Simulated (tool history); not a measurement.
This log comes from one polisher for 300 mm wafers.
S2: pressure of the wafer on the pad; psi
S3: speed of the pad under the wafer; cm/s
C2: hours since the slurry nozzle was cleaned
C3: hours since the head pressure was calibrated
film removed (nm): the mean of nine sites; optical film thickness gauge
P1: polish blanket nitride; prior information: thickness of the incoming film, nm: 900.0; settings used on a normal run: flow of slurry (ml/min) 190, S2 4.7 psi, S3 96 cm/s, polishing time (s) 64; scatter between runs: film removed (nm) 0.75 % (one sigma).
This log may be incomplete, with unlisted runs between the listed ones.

run 1 hour=3.2 | flow_of_slurry_(ml/min)=190 S2=4.7 S3=96 polishing_time_(s)=64 | wafers_polished_on_this_pad=547 C2=245.5 C3=317.3 | film_removed_(nm)=127.140
run 2 hour=8.4 | flow_of_slurry_(ml/min)=190 S2=4.7 S3=96 polishing_time_(s)=64 | wafers_polished_on_this_pad=611 C2=250.7 C3=322.5 | film_removed_(nm)=128.370
run 3 hour=14.3 | flow_of_slurry_(ml/min)=190 S2=4.7 S3=96 polishing_time_(s)=64 | wafers_polished_on_this_pad=684 C2=256.6 C3=328.4 | film_removed_(nm)=125.330
run 4 hour=19.2 | flow_of_slurry_(ml/min)=190 S2=4.7 S3=122 polishing_time_(s)=42 | wafers_polished_on_this_pad=745 C2=261.5 C3=333.3 | film_removed_(nm)=99.209
run 5 hour=25.2 | flow_of_slurry_(ml/min)=190 S2=4.7 S3=66 polishing_time_(s)=64 | wafers_polished_on_this_pad=819 C2=267.5 C3=339.3 | film_removed_(nm)=93.065
-- hour=29.6 head pressure recalibrated
run 6 hour=30.8 | flow_of_slurry_(ml/min)=115 S2=4.7 S3=96 polishing_time_(s)=64 | wafers_polished_on_this_pad=888 C2=273.1 C3=1.3 | film_removed_(nm)=117.060
run 7 hour=34.0 | flow_of_slurry_(ml/min)=190 S2=4.7 S3=96 polishing_time_(s)=64 | wafers_polished_on_this_pad=927 C2=276.3 C3=4.5 | film_removed_(nm)=128.190
run 8 hour=39.6 | flow_of_slurry_(ml/min)=190 S2=4.7 S3=96 polishing_time_(s)=64 | wafers_polished_on_this_pad=996 C2=281.9 C3=10.1 | film_removed_(nm)=127.620
run 9 hour=44.5 | flow_of_slurry_(ml/min)=115 S2=6.3 S3=96 polishing_time_(s)=64 | wafers_polished_on_this_pad=1057 C2=286.8 C3=15.0 | film_removed_(nm)=158.070
run 10 hour=48.6 | flow_of_slurry_(ml/min)=270 S2=4.7 S3=96 polishing_time_(s)=83 | wafers_polished_on_this_pad=1107 C2=290.9 C3=19.1 | film_removed_(nm)=170.860
run 11 hour=52.0 | flow_of_slurry_(ml/min)=190 S2=4.7 S3=142 polishing_time_(s)=64 | wafers_polished_on_this_pad=1149 C2=294.3 C3=22.5 | film_removed_(nm)=173.370
run 12 hour=54.7 | flow_of_slurry_(ml/min)=260 S2=4.7 S3=96 polishing_time_(s)=64 | wafers_polished_on_this_pad=1183 C2=297.0 C3=25.2 | film_removed_(nm)=131.430
run 13 hour=60.6 | flow_of_slurry_(ml/min)=190 S2=4.7 S3=96 polishing_time_(s)=43 | wafers_polished_on_this_pad=1255 C2=302.9 C3=31.1 | film_removed_(nm)=85.661
run 14 hour=63.8 | flow_of_slurry_(ml/min)=190 S2=4.7 S3=96 polishing_time_(s)=91 | wafers_polished_on_this_pad=1295 C2=306.1 C3=34.3 | film_removed_(nm)=179.640
run 15 hour=69.2 | flow_of_slurry_(ml/min)=190 S2=3.1 S3=96 polishing_time_(s)=64 | wafers_polished_on_this_pad=1361 C2=311.5 C3=39.7 | film_removed_(nm)=83.939
run 16 hour=73.4 | flow_of_slurry_(ml/min)=190 S2=7.3 S3=96 polishing_time_(s)=64 | wafers_polished_on_this_pad=1413 C2=315.7 C3=43.9 | film_removed_(nm)=197.960
run 17 hour=77.7 | flow_of_slurry_(ml/min)=190 S2=4.7 S3=96 polishing_time_(s)=64 | wafers_polished_on_this_pad=1466 C2=320.0 C3=48.2 | film_removed_(nm)=127.280
run 18 hour=83.0 | flow_of_slurry_(ml/min)=190 S2=4.7 S3=96 polishing_time_(s)=64 | wafers_polished_on_this_pad=1532 C2=325.3 C3=53.5 | film_removed_(nm)=125.790
run 19 hour=88.8 | flow_of_slurry_(ml/min)=190 S2=4.7 S3=96 polishing_time_(s)=64 | wafers_polished_on_this_pad=1603 C2=331.1 C3=59.3 | film_removed_(nm)=121.920
run 20 hour=92.7 | flow_of_slurry_(ml/min)=190 S2=4.7 S3=96 polishing_time_(s)=64 | wafers_polished_on_this_pad=1651 C2=335.0 C3=63.2 | film_removed_(nm)=120.940
run 21 hour=96.8 | flow_of_slurry_(ml/min)=190 S2=4.7 S3=96 polishing_time_(s)=64 | wafers_polished_on_this_pad=1702 C2=339.1 C3=67.3 | film_removed_(nm)=121.160
run 22 hour=101.4 | flow_of_slurry_(ml/min)=190 S2=4.7 S3=96 polishing_time_(s)=64 | wafers_polished_on_this_pad=1759 C2=343.7 C3=71.9 | film_removed_(nm)=119.660
-- hour=104.4 worn pad replaced by a new one
run 23 hour=104.5 | flow_of_slurry_(ml/min)=190 S2=4.7 S3=96 polishing_time_(s)=64 | wafers_polished_on_this_pad=2 C2=346.8 C3=75.0 | film_removed_(nm)=121.180
run 24 hour=110.4 | flow_of_slurry_(ml/min)=190 S2=4.7 S3=96 polishing_time_(s)=64 | wafers_polished_on_this_pad=75 C2=352.7 C3=80.9 | film_removed_(nm)=119.210
run 25 hour=113.2 | flow_of_slurry_(ml/min)=190 S2=4.7 S3=96 polishing_time_(s)=64 | wafers_polished_on_this_pad=109 C2=355.5 C3=83.7 | film_removed_(nm)=119.260
run 26 hour=119.1 | flow_of_slurry_(ml/min)=190 S2=4.7 S3=96 polishing_time_(s)=64 | wafers_polished_on_this_pad=182 C2=361.4 C3=89.6 | film_removed_(nm)=120.110
run 27 hour=121.9 | flow_of_slurry_(ml/min)=190 S2=4.7 S3=96 polishing_time_(s)=64 | wafers_polished_on_this_pad=216 C2=364.2 C3=92.4 | film_removed_(nm)=117.410
run 28 hour=127.7 | flow_of_slurry_(ml/min)=190 S2=4.7 S3=96 polishing_time_(s)=64 | wafers_polished_on_this_pad=288 C2=370.0 C3=98.2 | film_removed_(nm)=118.250

P1 has crept away from where it was. The log is fitted equally well by each of these 2 causes, at the sizes shown:
A: slurry flow missing at the pad, % = 33.3
B: head's pressure below its setpoint, % = 6.55
The gradual shift began around hour 77.7.
Each remaining cause and why it is not a fit:
removal rate lost through wear of the pad, %: serviced after onset, at hour 104.4, with no recovery of the prior output

Each of the check runs listed below is run on 2 wafers and reports their average, with the results left as question marks. Pick the one under which the possible causes would lead to clearly different results.
run check 1 hour=133.5 | flow_of_slurry_(ml/min)=190 S2=5.8 S3=96 polishing_time_(s)=49 | film_removed_(nm)=?
run check 2 hour=133.5 | flow_of_slurry_(ml/min)=190 S2=7.0 S3=116 polishing_time_(s)=64 | film_removed_(nm)=?
run check 3 hour=133.5 | flow_of_slurry_(ml/min)=115 S2=4.7 S3=66 polishing_time_(s)=64 | film_removed_(nm)=?
run check 4 hour=133.5 | flow_of_slurry_(ml/min)=190 S2=5.9 S3=140 polishing_time_(s)=64 | film_removed_(nm)=?

Check results expected under each cause:
check=check_1 result=film_removed_(nm) if_A=112.110 if_B=112.090
check=check_2 result=film_removed_(nm) if_A=205.610 if_B=205.580
check=check_3 result=film_removed_(nm) if_A=77.472 if_B=80.513
check=check_4 result=film_removed_(nm) if_A=201.430 if_B=201.400
Minimum pairwise separation of causes per check, each pair taken at its best-separating result: check 1 0.01 %; check 2 0.01 %; check 3 3.85 %; check 4 0.01 %
Check 3 is the one run that separates the causes; every other check would come out nearly the same whichever cause is at work.

Check 3 has now been run. It gave: film removed (nm) 78.142. Which of the candidate causes is it?

Of the candidate causes, it is A: slurry flow missing at the pad, %.
